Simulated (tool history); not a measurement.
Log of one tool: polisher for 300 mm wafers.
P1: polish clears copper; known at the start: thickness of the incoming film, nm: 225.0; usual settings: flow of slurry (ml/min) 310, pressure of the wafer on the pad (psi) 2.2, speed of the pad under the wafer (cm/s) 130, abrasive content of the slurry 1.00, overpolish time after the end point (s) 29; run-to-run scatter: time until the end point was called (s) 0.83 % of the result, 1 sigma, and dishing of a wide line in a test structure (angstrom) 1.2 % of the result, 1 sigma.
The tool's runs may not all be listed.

run  hour  flow of slurry (ml/min)  pressure of the wafer on the pad (psi)  speed of the pad under the wafer (cm/s)  abrasive content of the slurry  overpolish time after the end point (s)  wafers polished on this pad  hours since the slurry nozzle was cleaned  hours since the head pressure was calibrated  hours since the slurry blender was calibrated  time until the end point was called (s)  dishing of a wide line in a test structure (angstrom)
  1   3.3                      310                                     2.2                                      130                            1.00                                       29                          587                                      228.7                                         153.8                                          146.3                                   86.684                                                 489.87
  2   8.1                      310                                     2.2                                      130                            1.00                                       29                          636                                      233.5                                         158.6                                          151.1                                   87.196                                                 475.41
  3  13.2                      310                                     2.9                                       74                            1.00                                       29                          689                                      238.6                                         163.7                                          156.2                                  117.510                                                 395.62
  4  19.7                      440                                     2.2                                      130                            1.00                                       29                          756                                      245.1                                         170.2                                          162.7                                   84.681                                                 507.19
  5  24.5                      310                                     2.2                                      130                            1.00                                       29                          806                                      249.9                                         175.0                                          167.5                                   87.079                                                 487.77
  6  30.5                      310                                     1.0                                      130                            1.00                                       29                          868                                      255.9                                         181.0                                          173.5                                  191.280                                                 240.26
  7  34.4                      310                                     2.2                                      130                            1.00                                       29                          909                                      259.8                                         184.9                                          177.4                                   88.798                                                 485.39
  8  40.2                      310                                     2.2                                       70                            1.00                                       29                          969                                      265.6                                         190.7                                          183.2                                  164.580                                                 293.35
  9  47.1                      310                                     2.2                                      130                            1.00                                       56                         1040                                      272.5                                         197.6                                          190.1                                   87.230                                                 784.25
     47.7  -- slurry nozzle cleaned
 10  51.1                      310                                     2.2                                      202                            1.00                                       29                         1081                                        3.5                                         201.6                                          194.1                                   55.903                                                 674.51
 11  55.4                      310                                     2.2                                      130                            1.00                                       29                         1126                                        7.8                                         205.9                                          198.4                                   87.777                                                 486.37
 12  61.3                      310                                     2.2                                      130                            0.75                                       29                         1187                                       13.7                                         211.8                                          204.3                                   92.983                                                 482.19
     64.3  -- head pressure recalibrated
 13  66.7                      310                                     2.2                                      130                            1.40                                       29                         1243                                       19.1                                           2.5                                          209.7                                   81.683                                                 509.94
 14  70.6                      310                                     2.2                                      130                            1.00                                        9                         1283                                       23.0                                           6.4                                          213.6                                   86.885                                                 179.86
 15  74.3                      310                                     2.2                                      130                            1.00                                       29                         1322                                       26.7                                          10.1                                          217.3                                   87.867                                                 488.00
 16  80.3                      185                                     2.2                                      130                            1.00                                       29                         1384                                       32.7                                          16.1                                          223.3                                   92.564                                                 473.64

Forecast run 17:
 17  86.3                      310                                     3.3                                      130                            1.00                                       29                         1446                                       38.7                                          22.1                                          229.3                                        ?                                                      ?

{"run 17": {"time until the end point was called (s)": 58.765, "dishing of a wide line in a test structure (angstrom)": 682.9}}
